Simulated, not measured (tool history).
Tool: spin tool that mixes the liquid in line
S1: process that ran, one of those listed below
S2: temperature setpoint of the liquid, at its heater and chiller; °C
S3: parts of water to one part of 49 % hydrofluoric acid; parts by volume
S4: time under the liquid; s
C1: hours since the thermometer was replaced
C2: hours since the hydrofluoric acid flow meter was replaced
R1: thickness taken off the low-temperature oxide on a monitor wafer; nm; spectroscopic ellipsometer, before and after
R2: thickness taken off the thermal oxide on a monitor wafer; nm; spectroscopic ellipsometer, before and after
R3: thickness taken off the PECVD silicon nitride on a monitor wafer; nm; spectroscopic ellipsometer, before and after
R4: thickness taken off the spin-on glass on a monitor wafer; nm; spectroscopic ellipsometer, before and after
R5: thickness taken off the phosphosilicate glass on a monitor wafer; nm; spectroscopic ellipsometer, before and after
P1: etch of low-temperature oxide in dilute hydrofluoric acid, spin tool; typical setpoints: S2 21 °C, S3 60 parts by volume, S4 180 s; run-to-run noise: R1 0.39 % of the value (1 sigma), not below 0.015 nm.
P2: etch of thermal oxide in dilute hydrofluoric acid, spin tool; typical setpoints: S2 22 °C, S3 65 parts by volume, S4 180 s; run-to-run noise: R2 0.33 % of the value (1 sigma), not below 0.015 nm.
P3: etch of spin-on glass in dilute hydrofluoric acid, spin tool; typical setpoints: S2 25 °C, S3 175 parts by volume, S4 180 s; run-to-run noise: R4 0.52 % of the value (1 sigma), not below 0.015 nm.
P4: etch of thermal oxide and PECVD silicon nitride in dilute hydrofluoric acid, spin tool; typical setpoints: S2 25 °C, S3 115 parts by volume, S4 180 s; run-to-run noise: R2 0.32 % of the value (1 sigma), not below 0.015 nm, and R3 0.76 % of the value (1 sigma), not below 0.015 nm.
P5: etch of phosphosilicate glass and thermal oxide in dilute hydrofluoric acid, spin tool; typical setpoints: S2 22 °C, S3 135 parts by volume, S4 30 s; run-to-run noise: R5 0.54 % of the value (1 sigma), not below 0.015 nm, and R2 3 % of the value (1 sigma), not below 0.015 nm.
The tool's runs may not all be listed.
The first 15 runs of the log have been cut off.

run   hour  S1  S2   S3   S4      C1      C2      R1      R2      R3      R4      R5
 16  142.1  P1  17   60  180  1743.9   957.4  38.308
 17  149.1  P5  22  135   15  1750.9   964.4          0.3973                  19.499
 18    155  P3  21  175  180  1756.8   970.3                          22.871
 19  160.7  P1  21   60  180  1762.5     976  45.662
 20  173.6  P1  21   20  180  1775.4   988.9  143.89
 21  186.4  P4  31  115  180  1788.2  1001.7          9.2294  4.6519
 22  193.7  P1  17   30  180  1795.5    1009  79.758
 23  202.7  P2  22   65  180  1804.5    1018          12.638
 24  214.5  P1  21   60   60  1816.3  1029.8  15.145
 25  227.5  P1  21   60  325  1829.3  1042.8  82.568
 26  233.5  P1  21  100  180  1835.3  1048.8  25.996
 27  241.2  P3  25  175  180    1843  1056.5                          26.544
 28  252.9  P5  22   30   30  1854.7  1068.2          4.5948                  198.71
 29  259.1  P2  17   65  180  1860.9  1074.4          10.216

Run 30 has not been measured yet. What should we expect?
 30  270.4  P2  22  65  20  1872.2  1085.7       ?

Run 30 gave R2 1.3786 nm.
